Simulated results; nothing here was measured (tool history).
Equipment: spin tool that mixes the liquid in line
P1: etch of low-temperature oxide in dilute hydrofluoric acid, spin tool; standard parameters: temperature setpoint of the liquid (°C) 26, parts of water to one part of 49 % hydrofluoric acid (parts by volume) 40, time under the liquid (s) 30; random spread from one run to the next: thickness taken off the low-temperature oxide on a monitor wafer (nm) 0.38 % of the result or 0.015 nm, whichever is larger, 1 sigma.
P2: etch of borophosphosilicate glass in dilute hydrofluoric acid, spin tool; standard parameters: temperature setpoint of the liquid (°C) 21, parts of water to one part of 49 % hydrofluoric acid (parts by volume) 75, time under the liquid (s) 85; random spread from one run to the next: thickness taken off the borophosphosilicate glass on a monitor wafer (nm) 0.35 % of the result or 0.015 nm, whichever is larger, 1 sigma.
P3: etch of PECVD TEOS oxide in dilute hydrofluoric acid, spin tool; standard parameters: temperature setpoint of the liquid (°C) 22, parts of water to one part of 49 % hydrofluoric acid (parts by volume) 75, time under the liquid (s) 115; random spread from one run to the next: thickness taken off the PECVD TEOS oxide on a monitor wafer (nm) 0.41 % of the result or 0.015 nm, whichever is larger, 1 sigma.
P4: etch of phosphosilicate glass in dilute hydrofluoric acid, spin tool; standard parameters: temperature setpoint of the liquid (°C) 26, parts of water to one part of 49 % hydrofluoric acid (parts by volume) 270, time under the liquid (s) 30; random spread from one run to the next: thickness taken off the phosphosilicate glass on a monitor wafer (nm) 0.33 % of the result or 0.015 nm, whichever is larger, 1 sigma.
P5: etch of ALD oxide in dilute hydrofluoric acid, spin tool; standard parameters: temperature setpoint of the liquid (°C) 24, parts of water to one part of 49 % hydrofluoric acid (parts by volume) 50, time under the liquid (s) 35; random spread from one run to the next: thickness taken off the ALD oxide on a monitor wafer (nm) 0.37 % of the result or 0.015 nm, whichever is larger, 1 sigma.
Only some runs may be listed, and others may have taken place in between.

| run | hour | process that ran | temperature setpoint of the liquid (°C) | parts of water to one part of 49 % hydrofluoric acid (parts by volume) | time under the liquid (s) | hours since the thermometer was replaced | hours since the hydrofluoric acid flow meter was replaced | thickness taken off the low-temperature oxide on a monitor wafer (nm) | thickness taken off the PECVD TEOS oxide on a monitor wafer (nm) | thickness taken off the phosphosilicate glass on a monitor wafer (nm) | thickness taken off the ALD oxide on a monitor wafer (nm) | thickness taken off the borophosphosilicate glass on a monitor wafer (nm) |
|---|---|---|---|---|---|---|---|---|---|---|---|---|
| 1 | 8.2 | P1 | 26 | 40 | 30 | 316.6 | 451.5 | 18.635 |  |  |  |  |
| 2 | 14.9 | P1 | 26 | 40 | 30 | 323.3 | 458.2 | 18.67 |  |  |  |  |
| 3 | 22.5 | P3 | 22 | 75 | 115 | 330.9 | 465.8 |  | 20.611 |  |  |  |
| 4 | 26.3 | P4 | 26 | 270 | 15 | 334.7 | 469.6 |  |  | 7.8653 |  |  |
| 5 | 31.1 | P5 | 24 | 75 | 35 | 339.5 | 474.4 |  |  |  | 14.028 |  |
| 6 | 38.3 | P1 | 18 | 40 | 30 | 346.7 | 481.6 | 13.387 |  |  |  |  |
| 7 | 42.5 | P4 | 21.5 | 270 | 30 | 350.9 | 485.8 |  |  | 13.409 |  |  |
| 8 | 48.7 | P3 | 29.5 | 75 | 115 | 357.1 | 492 |  | 27.804 |  |  |  |
|  | 52.6 | thermometer replaced |
| 9 | 55.1 | P3 | 22 | 75 | 15 | 2.6 | 498.4 |  | 2.7219 |  |  |  |
| 10 | 62.3 | P1 | 26 | 40 | 30 | 9.8 | 505.6 | 18.753 |  |  |  |  |
| 11 | 67.6 | P5 | 24 | 50 | 35 | 15.1 | 510.9 |  |  |  | 21.816 |  |
| 12 | 75.7 | P3 | 22 | 45 | 115 | 23.2 | 519 |  | 35.5 |  |  |  |
| 13 | 83.8 | P1 | 26 | 20 | 15 | 31.3 | 527.1 | 19.103 |  |  |  |  |
| 14 | 89.3 | P1 | 26 | 40 | 15 | 36.8 | 532.6 | 9.3373 |  |  |  |  |
| 15 | 95 | P1 | 26 | 40 | 30 | 42.5 | 538.3 | 18.666 |  |  |  |  |
| 16 | 100.2 | P1 | 26 | 40 | 30 | 47.7 | 543.5 | 18.678 |  |  |  |  |
| 17 | 105.9 | P4 | 26 | 270 | 30 | 53.4 | 549.2 |  |  | 15.684 |  |  |
| 18 | 112.5 | P1 | 33.5 | 40 | 15 | 60 | 555.8 | 12.627 |  |  |  |  |
| 19 | 116.6 | P2 | 21 | 75 | 40 | 64.1 | 559.9 |  |  |  |  | 20.354 |
| 20 | 124.7 | P4 | 26 | 270 | 30 | 72.2 | 568 |  |  | 15.689 |  |  |
| 21 | 131.2 | P1 | 26 | 70 | 30 | 78.7 | 574.5 | 10.265 |  |  |  |  |
| 22 | 138.2 | P1 | 26 | 40 | 55 | 85.7 | 581.5 | 34.425 |  |  |  |  |
| 23 | 143 | P2 | 21 | 75 | 85 | 90.5 | 586.3 |  |  |  |  | 43.196 |
| 24 | 147.9 | P2 | 21 | 75 | 85 | 95.4 | 591.2 |  |  |  |  | 43.258 |
| 25 | 155.6 | P3 | 22 | 75 | 115 | 103.1 | 598.9 |  | 20.799 |  |  |  |
| 26 | 161.3 | P1 | 26 | 20 | 30 | 108.8 | 604.6 | 38.349 |  |  |  |  |
| 27 | 167.5 | P5 | 24 | 50 | 65 | 115 | 610.8 |  |  |  | 40.2 |  |
| 28 | 171.9 | P5 | 19 | 50 | 35 | 119.4 | 615.2 |  |  |  | 17.669 |  |
| 29 | 176.5 | P2 | 21 | 25 | 85 | 124 | 619.8 |  |  |  |  | 137.7 |
| 30 | 181 | P1 | 33 | 40 | 30 | 128.5 | 624.3 | 24.796 |  |  |  |  |
| 31 | 189.3 | P4 | 26 | 90 | 30 | 136.8 | 632.6 |  |  | 57.957 |  |  |
| 32 | 194.2 | P2 | 25.5 | 75 | 85 | 141.7 | 637.5 |  |  |  |  | 51.864 |
| 33 | 202.3 | P1 | 26 | 40 | 30 | 149.8 | 645.6 | 18.809 |  |  |  |  |
| 34 | 206.9 | P1 | 26 | 40 | 30 | 154.4 | 650.2 | 18.104 |  |  |  |  |
| 35 | 213.4 | P1 | 26 | 40 | 30 | 160.9 | 656.7 | 17.675 |  |  |  |  |
| 36 | 218.6 | P1 | 26 | 40 | 30 | 166.1 | 661.9 | 17.357 |  |  |  |  |
| 37 | 225.2 | P1 | 26 | 40 | 30 | 172.7 | 668.5 | 17.303 |  |  |  |  |
| 38 | 232.3 | P1 | 26 | 40 | 30 | 179.8 | 675.6 | 17.057 |  |  |  |  |
| 39 | 236.4 | P1 | 26 | 40 | 30 | 183.9 | 679.7 | 17.083 |  |  |  |  |
| 40 | 242.8 | P1 | 26 | 40 | 30 | 190.3 | 686.1 | 17.009 |  |  |  |  |
| 41 | 249.2 | P1 | 26 | 40 | 30 | 196.7 | 692.5 | 16.87 |  |  |  |  |

P1 has crept away from where it was. The log is fitted equally well by each of these 2 causes, at the sizes shown:
A: hydrofluoric acid flow below the setpoint (%) = 8.69
B: liquid colder than its thermometer reads (K) = 2.34
The process output started creeping at around hour 202.3.

Consider the 4 single-wafer check runs listed below, results given as question marks: which one distinguishes between the causes by giving clearly different results for each?
| check 1 | 255.6 | P4 | 26 | 270 | 30 |  |  |  |  | ? |  |  |
| check 2 | 255.6 | P2 | 21 | 75 | 85 |  |  |  |  |  |  | ? |
| check 3 | 255.6 | P3 | 22 | 75 | 115 |  |  |  | ? |  |  |  |
| check 4 | 255.6 | P5 | 24 | 50 | 35 |  |  |  |  |  | ? |  |

What every check run would give for each of its results, assuming each possible cause in turn:
| check | result | if A | if B |
|---|---|---|---|
| check 1 | thickness taken off the phosphosilicate glass on a monitor wafer (nm) | 13.953 | 14.457 |
| check 2 | thickness taken off the borophosphosilicate glass on a monitor wafer (nm) | 39.072 | 39.132 |
| check 3 | thickness taken off the PECVD TEOS oxide on a monitor wafer (nm) | 18.673 | 18.721 |
| check 4 | thickness taken off the ALD oxide on a monitor wafer (nm) | 19.775 | 19.775 |
How far apart the two closest causes lie, in the result that separates them most: check 1 3.55 %; check 2 0.15 %; check 3 0.26 %; check 4 0 %
Check 1 is the one run that separates the causes; every other check would come out nearly the same whichever cause is at work.

Here is what check 1 returned: thickness taken off the phosphosilicate glass on a monitor wafer (nm) 13.868. Which cause is it?

Of the candidate causes, it is A: hydrofluoric acid flow below the setpoint (%).
